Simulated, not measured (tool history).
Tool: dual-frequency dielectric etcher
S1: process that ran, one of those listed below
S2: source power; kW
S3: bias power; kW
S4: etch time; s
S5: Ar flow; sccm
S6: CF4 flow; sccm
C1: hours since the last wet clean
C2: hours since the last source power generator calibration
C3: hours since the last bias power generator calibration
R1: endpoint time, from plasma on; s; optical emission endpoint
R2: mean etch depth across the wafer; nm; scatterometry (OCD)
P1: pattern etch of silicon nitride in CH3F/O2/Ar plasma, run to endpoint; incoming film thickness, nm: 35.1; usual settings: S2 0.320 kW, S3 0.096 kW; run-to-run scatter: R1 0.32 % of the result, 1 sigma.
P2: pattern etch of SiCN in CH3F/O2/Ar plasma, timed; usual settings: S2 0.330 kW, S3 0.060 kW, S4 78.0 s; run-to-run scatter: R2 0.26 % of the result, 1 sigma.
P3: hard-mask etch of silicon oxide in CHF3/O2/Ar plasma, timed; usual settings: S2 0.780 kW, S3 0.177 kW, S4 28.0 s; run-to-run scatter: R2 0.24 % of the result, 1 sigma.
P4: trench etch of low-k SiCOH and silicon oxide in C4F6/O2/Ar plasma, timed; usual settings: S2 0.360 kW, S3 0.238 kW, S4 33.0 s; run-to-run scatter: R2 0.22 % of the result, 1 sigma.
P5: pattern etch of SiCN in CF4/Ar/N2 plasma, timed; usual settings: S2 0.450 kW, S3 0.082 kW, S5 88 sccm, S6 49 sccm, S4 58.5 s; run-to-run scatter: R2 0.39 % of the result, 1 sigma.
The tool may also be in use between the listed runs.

run	hour	S1	S2	S3	S4	S5	S6	C1	C2	C3	R1	R2
1	10.8	P1	0.320	0.096				284.7	787.0	1180.3	48.861	
2	16.2	P3	0.780	0.177	28.0			290.1	792.4	1185.7		60.537
3	27.5	P5	0.310	0.082	58.5	88	49	301.4	803.7	1197.0		37.102
4	35.2	P4	0.360	0.144	33.0			309.1	811.4	1204.7		88.794
5	45.4	P4	0.360	0.238	33.0			319.3	821.6	1214.9		103.780
6	51.4	P4	0.360	0.238	33.0			325.3	827.6	1220.9		103.950
7	60.4	P5	0.450	0.082	75.5	88	49	334.3	836.6	1229.9		66.810
8	69.9	P3	0.780	0.177	36.0			343.8	846.1	1239.4		78.064
9	78.5	P1	0.320	0.096				352.4	854.7	1248.0	48.615	
10	83.9	P2	0.330	0.060	78.0			357.8	860.1	1253.4		25.594
11	94.6	P1	0.420	0.080				368.5	870.8	1264.1	47.401	
12	103.3	P3	0.780	0.177	28.0			377.2	879.5	1272.8		60.503
13	112.7	P5	0.450	0.082	58.5	88	49	386.6	888.9	1282.2		51.369
14	123.4	P2	0.460	0.060	78.0			397.3	899.6	1292.9		29.041
15	133.7	P4	0.460	0.238	33.0			407.6	909.9	1303.2		114.740
16	141.8	P3	1.000	0.177	28.0			415.7	918.0	1311.3		66.368
17	153.1	P5	0.450	0.103	58.5	88	49	427.0	929.3	1322.6		55.841
18	159.6	P1	0.270	0.063				433.5	935.8	1329.1	60.303	
19	169.8	P2	0.330	0.077	78.0			443.7	946.0	1339.3		28.062
20	174.9	P1	0.320	0.096				448.8	951.1	1344.4	48.938	
21	182.8	P3	0.780	0.135	28.0			456.7	959.0	1352.3		55.433
22	191.8	P1	0.320	0.059				465.7	968.0	1361.3	58.030	
23	199.8	P4	0.360	0.238	43.5			473.7	976.0	1369.3		136.900
24	210.3	P1	0.190	0.096				484.2	986.5	1379.8	59.142	
25	221.9	P1	0.320	0.096				495.8	998.1	1391.4	48.632	
26	231.1	P5	0.450	0.082	58.5	88	49	505.0	1007.3	1400.6		51.814
27	241.9	P1	0.320	0.136				515.8	1018.1	1411.4	42.872	
28	252.4	P5	0.450	0.082	58.5	88	69	526.3	1028.6	1421.9		53.783
29	261.0	P1	0.420	0.116				534.9	1037.2	1430.5	41.074	
30	271.1	P2	0.330	0.060	47.5			545.0	1047.3	1440.6		15.572
31	281.2	P5	0.450	0.082	58.5	104	49	555.1	1057.4	1450.7		50.314
32	288.5	P1	0.380	0.096				562.4	1064.7	1458.0	45.844	
33	293.9	P1	0.320	0.096				567.8	1070.1	1463.4	48.822	
34	305.2	P1	0.320	0.096				579.1	1081.4	1474.7	48.985	
35	311.4	P1	0.320	0.096				585.3	1087.6	1480.9	49.292	
36	321.1	P1	0.320	0.096				595.0	1097.3	1490.6	49.726	
37	327.4	P1	0.320	0.096				601.3	1103.6	1496.9	49.493	
38	332.4	P1	0.320	0.096				606.3	1108.6	1501.9	49.398	
39	341.4	P1	0.320	0.096				615.3	1117.6	1510.9	49.469	
40	347.8	P1	0.320	0.096				621.7	1124.0	1517.3	49.819	
# hour 352.7: wet clean of the chamber
41	358.6	P1	0.320	0.096				5.9	1134.8	1528.1	49.550	
42	366.9	P1	0.320	0.096				14.2	1143.1	1536.4	49.540	
43	378.3	P1	0.320	0.096				25.6	1154.5	1547.8	49.540	
44	385.3	P1	0.320	0.096				32.6	1161.5	1554.8	49.710	

What P1 gives has crept away from where it was. These 2 causes fit the log equally well, each at the size given:
A: source power that arrives under what is set, % = 4.27
B: bias power that arrives under what is set, % = 4.3
The creep began at about hour 293.9.
Why every other cause is out:
chamber walls in a state that lowers the etch rate, %: serviced at hour 352.7, which brought nothing back

4 check runs are offered, each on 2 wafers whose results are averaged, their results left as question marks. Which one tells the causes apart?
check 1	392.3	P2	0.330	0.060	78.0							?
check 2	392.3	P3	0.780	0.177	28.0							?
check 3	392.3	P5	0.450	0.082	58.5	88	49					?
check 4	392.3	P4	0.360	0.238	33.0							?

What each check would give under each cause:
check	result	if A	if B
check 1	R2	25.115	25.151
check 2	R2	59.459	59.602
check 3	R2	49.480	50.575
check 4	R2	102.400	102.600
How far apart the two closest causes lie, in the result that separates them most: check 1 0.15 %; check 2 0.24 %; check 3 2.19 %; check 4 0.19 %
Check 3 tells the causes apart: in the others they would give nearly the same result.

Then check 3 was run and gave: R2 50.375 nm. Which cause is it?

It is B: bias power that arrives under what is set, %.
